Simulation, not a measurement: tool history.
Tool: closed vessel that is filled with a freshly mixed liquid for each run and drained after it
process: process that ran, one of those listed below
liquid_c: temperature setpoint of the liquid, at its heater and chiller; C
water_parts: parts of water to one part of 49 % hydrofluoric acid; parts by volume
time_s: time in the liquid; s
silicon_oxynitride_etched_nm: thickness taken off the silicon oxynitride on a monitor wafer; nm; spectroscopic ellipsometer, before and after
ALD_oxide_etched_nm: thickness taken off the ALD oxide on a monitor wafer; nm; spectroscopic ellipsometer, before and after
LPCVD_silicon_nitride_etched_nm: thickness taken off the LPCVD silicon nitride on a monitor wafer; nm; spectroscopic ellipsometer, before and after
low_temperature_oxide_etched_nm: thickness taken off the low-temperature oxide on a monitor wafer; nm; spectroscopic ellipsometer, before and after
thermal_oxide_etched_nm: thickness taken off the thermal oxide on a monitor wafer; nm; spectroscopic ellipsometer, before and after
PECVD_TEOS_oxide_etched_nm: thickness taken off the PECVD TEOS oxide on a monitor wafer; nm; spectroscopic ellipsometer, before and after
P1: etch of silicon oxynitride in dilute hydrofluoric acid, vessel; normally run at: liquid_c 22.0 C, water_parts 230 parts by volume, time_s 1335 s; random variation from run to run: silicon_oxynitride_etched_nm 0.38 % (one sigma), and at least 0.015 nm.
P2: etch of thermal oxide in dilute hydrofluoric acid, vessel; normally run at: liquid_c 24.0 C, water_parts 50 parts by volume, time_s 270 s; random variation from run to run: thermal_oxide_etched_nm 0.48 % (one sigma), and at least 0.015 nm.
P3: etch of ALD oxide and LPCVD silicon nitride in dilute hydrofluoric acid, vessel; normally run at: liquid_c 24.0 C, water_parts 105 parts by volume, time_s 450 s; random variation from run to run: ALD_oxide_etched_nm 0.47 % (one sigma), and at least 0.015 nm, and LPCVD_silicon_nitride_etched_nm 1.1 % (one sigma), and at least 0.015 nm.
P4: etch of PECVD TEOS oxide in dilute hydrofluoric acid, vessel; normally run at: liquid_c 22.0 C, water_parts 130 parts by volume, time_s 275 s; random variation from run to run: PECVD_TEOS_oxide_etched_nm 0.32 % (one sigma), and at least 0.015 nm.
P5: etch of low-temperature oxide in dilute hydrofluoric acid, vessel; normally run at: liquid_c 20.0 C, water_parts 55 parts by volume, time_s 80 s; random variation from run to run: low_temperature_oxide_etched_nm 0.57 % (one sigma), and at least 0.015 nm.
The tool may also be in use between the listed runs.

run   hour  process  liquid_c  water_parts  time_s  hours since the thermometer was replaced  hours since the hydrofluoric acid flow meter was replaced  silicon_oxynitride_etched_nm  ALD_oxide_etched_nm  LPCVD_silicon_nitride_etched_nm  low_temperature_oxide_etched_nm  thermal_oxide_etched_nm  PECVD_TEOS_oxide_etched_nm
  1    3.5       P1      22.0          230    1335                                     496.0                                                      414.7                       15.0360
  2    6.8       P3      24.0          105     190                                     499.3                                                      418.0                                             21.244                          0.94228
  3   12.6       P5      20.0           55      30                                     505.1                                                      423.8                                                                                                               9.4569
  4   16.7       P1      22.0          130     445                                     509.2                                                      427.9                        9.5098
  5   20.9       P2      24.0           20     270                                     513.4                                                      432.1                                                                                                                                        71.904
  6   25.3       P1      22.0          230    1335                                     517.8                                                      436.5                       15.0000
  7   30.8       P1      22.0           60    1335                                     523.3                                                      442.0                       65.3110
  8   34.4       P5      20.0           80      80                                     526.9                                                      445.6                                                                                                              16.6870
  9   39.4       P1      22.0          230    1335                                     531.9                                                      450.6                       14.8970
 10   44.6       P3      24.0          105     450                                     537.1                                                      455.8                                             50.182                          2.25210
 11   49.4       P2      24.0           50     515                                     541.9                                                      460.6                                                                                                                                        52.286
 12   52.7       P1      22.0          230     675                                     545.2                                                      463.9                        7.6305
 13   56.6       P3      24.0          190     450                                     549.1                                                      467.8                                             24.997                          1.30060
 14   60.2       P1      22.0          230    1335                                     552.7                                                      471.4                       15.1120
 15   63.4       P4      17.5          130     275                                     555.9                                                      474.6                                                                                                                                                                    15.516
 16   67.3       P4      22.0          130     275                                     559.8                                                      478.5                                                                                                                                                                    18.625
 17   72.4       P4      22.0          130     275                                     564.9                                                      483.6                                                                                                                                                                    18.530
 18   76.0       P1      17.0          230    1335                                     568.5                                                      487.2                       11.8950
 19   80.4       P1      26.0          230    1335                                     572.9                                                      491.6                       17.8910
 20   87.0       P1      22.0          230    1335                                     579.5                                                      498.2                       14.9810
 21   90.3       P4      22.0          130     465                                     582.8                                                      501.5                                                                                                                                                                    31.348
 22   93.5       P1      25.5          230     535                                     586.0                                                      504.7                        6.9919
 23   98.6       P4      22.0           55     275                                     591.1                                                      509.8                                                                                                                                                                    48.417
 24  103.5       P5      17.0           55      80                                     596.0                                                      514.7                                                                                                              21.8800
 25  107.6       P2      17.0           50     270                                     600.1                                                      518.8                                                                                                                                        20.354
 26  112.9       P2      24.0           50     270                                     605.4                                                      524.1                                                                                                                                        27.600
 27  117.5       P5      20.0           55      80                                     610.0                                                      528.7                                                                                                              25.1200
 28  123.0       P1      22.0          230    2360                                     615.5                                                      534.2                       26.3700
 29  129.8       P1      22.0          310     715                                     622.3                                                      541.0                        5.6544
 30  133.7       P1      22.0          345    1335                                     626.2                                                      544.9                        9.3248
 31  140.5       P1      22.0          230    1335                                     633.0                                                      551.7                       14.9760
 32  144.0       P3      32.0          105     450                                     636.5                                                      555.2                                             67.755                          3.69010
 33  148.9       P1      22.0          230    1335                                     641.4                                                      560.1                       14.9660
 34  153.5       P1      22.0          230    1335                                     646.0                                                      564.7                       14.4350
 35  156.6       P1      22.0          230    1335                                     649.1                                                      567.8                       14.1990
 36  162.8       P1      22.0          230    1335                                     655.3                                                      574.0                       13.8890
 37  166.4       P1      22.0          230    1335                                     658.9                                                      577.6                       13.8750
 38  172.4       P1      22.0          230    1335                                     664.9                                                      583.6                       13.7730
 39  176.8       P1      22.0          230    1335                                     669.3                                                      588.0                       13.6720
 40  180.1       P1      22.0          230    1335                                     672.6                                                      591.3                       13.6660
 41  185.4       P1      22.0          230    1335                                     677.9                                                      596.6                       13.6560

What P1 gives has crept away from where it was. These 2 causes fit the log equally well, each at the size given:
A: hydrofluoric acid flow below the setpoint (%) = 7.58
B: liquid colder than its thermometer reads (K) = 2.03
The creep began at about hour 148.9.

4 check runs are offered, each on 2 wafers whose results are averaged, their results left as question marks. Which one tells the causes apart?
check 1  190.7       P2      17.0           50     455                                                                                                                                                                                                                                                  ?
check 2  190.7       P4      22.0           75     275                                                                                                                                                                                                                                                                              ?
check 3  190.7       P3      31.5          160     450                                                                                                                                                       ?                                ?
check 4  190.7       P5      17.0           55      35                                                                                                                                                                                                                         ?

What each check would give under each cause:
  check                           result     if A     if B
check 1          thermal_oxide_etched_nm   31.679   31.502
check 2       PECVD_TEOS_oxide_etched_nm   31.629   31.699
check 3              ALD_oxide_etched_nm   36.926   37.829
check 3  LPCVD_silicon_nitride_etched_nm  2.17160  2.08130
check 4  low_temperature_oxide_etched_nm   8.8138   8.7706
How far apart the two closest causes lie, in the result that separates them most: check 1 0.56 %; check 2 0.22 %; check 3 4.24 %; check 4 0.49 %
Only check 3 tells the causes apart: in the others they would give nearly the same result.

Check 3 was then run and gave: ALD_oxide_etched_nm 36.787 nm; LPCVD_silicon_nitride_etched_nm 2.17810 nm. Which cause is it?

It is A: hydrofluoric acid flow below the setpoint (%).
